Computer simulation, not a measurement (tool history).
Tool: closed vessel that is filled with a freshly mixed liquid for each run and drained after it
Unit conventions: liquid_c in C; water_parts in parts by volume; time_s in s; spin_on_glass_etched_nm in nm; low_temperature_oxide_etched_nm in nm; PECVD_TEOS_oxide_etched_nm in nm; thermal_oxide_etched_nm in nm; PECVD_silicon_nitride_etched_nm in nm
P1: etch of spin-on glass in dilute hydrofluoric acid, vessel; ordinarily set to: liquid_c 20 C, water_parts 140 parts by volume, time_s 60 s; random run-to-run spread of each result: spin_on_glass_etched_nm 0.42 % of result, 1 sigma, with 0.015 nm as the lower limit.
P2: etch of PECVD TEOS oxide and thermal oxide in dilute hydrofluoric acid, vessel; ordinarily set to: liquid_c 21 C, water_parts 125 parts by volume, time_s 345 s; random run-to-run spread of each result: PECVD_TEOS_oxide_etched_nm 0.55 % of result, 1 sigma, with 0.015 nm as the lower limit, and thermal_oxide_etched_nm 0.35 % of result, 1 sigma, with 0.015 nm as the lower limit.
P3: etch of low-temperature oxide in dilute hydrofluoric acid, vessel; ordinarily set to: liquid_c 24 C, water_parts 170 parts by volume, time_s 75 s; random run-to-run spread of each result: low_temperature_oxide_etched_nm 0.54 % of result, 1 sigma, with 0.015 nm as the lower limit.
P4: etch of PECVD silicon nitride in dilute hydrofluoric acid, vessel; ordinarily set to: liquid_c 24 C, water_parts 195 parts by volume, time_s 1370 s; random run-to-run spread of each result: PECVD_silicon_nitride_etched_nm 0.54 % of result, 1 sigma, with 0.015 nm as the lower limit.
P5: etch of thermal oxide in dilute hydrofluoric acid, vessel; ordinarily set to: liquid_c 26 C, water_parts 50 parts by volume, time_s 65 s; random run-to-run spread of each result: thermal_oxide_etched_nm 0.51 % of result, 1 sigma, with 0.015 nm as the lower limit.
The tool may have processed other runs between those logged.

run   hour  process  liquid_c  water_parts  time_s  spin_on_glass_etched_nm  low_temperature_oxide_etched_nm  PECVD_TEOS_oxide_etched_nm  thermal_oxide_etched_nm  PECVD_silicon_nitride_etched_nm
  1    8.4       P1        20          140      60                   11.019
  2   15.6       P1        20           65      60                   25.602
  3   29.1       P1        20          140     105                   19.049
  4     36       P1        20          140      60                   10.894
  5   51.9       P1        20          205      60                   6.9872
  6   66.8       P1        17          140      60                   9.7157
  7   81.1       P1        20          140      60                   10.927
  8   88.7       P3        24          170     145                                                    8.8609
  9   98.5       P3        24           55      75                                                    16.327
 10  105.9       P2        21          125     345                                                                                22.585                   11.427
       107  -- hydrofluoric acid flow meter replaced
 11  121.5       P1        20          140      30                    5.473
 12  130.9       P1        24          140      60                   12.874
 13  140.8       P5        26           50     130                                                                                                         14.503
 14  156.5       P4        24          360    1370                                                                                                                                          8.3171
 15  172.2       P2        21          225     345                                                                                11.196                   5.6927
 16  182.6       P1        27          140     115                   27.231
 17  189.7       P2      17.5          125     345                                                                                19.345                   9.9176
 18  200.9       P4        24          195    1370                                                                                                                                          15.315
 19  211.7       P4      31.5          195    1370                                                                                                                                          24.372
 20  224.6       P2        21          125     175                                                                                11.291                   5.7933
 21  238.9       P1        20          140      60                   10.969
 22  254.8       P4        24          195    1370                                                                                                                                           15.39
 23  267.7       P1        20          140      60                   10.927
 24  280.8       P5        26           90      65                                                                                                         3.8115
 25  288.7       P5        26           50      65                                                                                                         7.2341
 26  298.9       P5        34           50      65                                                                                                         9.8971
 27  309.4       P3        24          170      75                                                    4.5988
 28  319.1       P1        20          140      60                    10.87
 29  333.3       P3        24          170      75                                                    4.5948
 30  340.4       P3        31          170      75                                                    5.9584
 31  350.3       P5        26           50      65                                                                                                         7.2521
 32  359.7       P4        24          195     235                                                                                                                                          2.6477
 33  368.1       P1        20          140      60                   11.023
 34  375.1       P1        20          140      60                   11.127
 35  385.8       P1        20          140      60                   11.435
 36  400.7       P1        20          140      60                   11.592
 37  410.4       P1        20          140      60                   11.696
 38    424       P1        20          140      60                   11.758

Run 39 is up next; what results do you expect?
 39   434       P1        20          140      60                        ?

{"run 39": {"spin_on_glass_etched_nm": 11.751}}
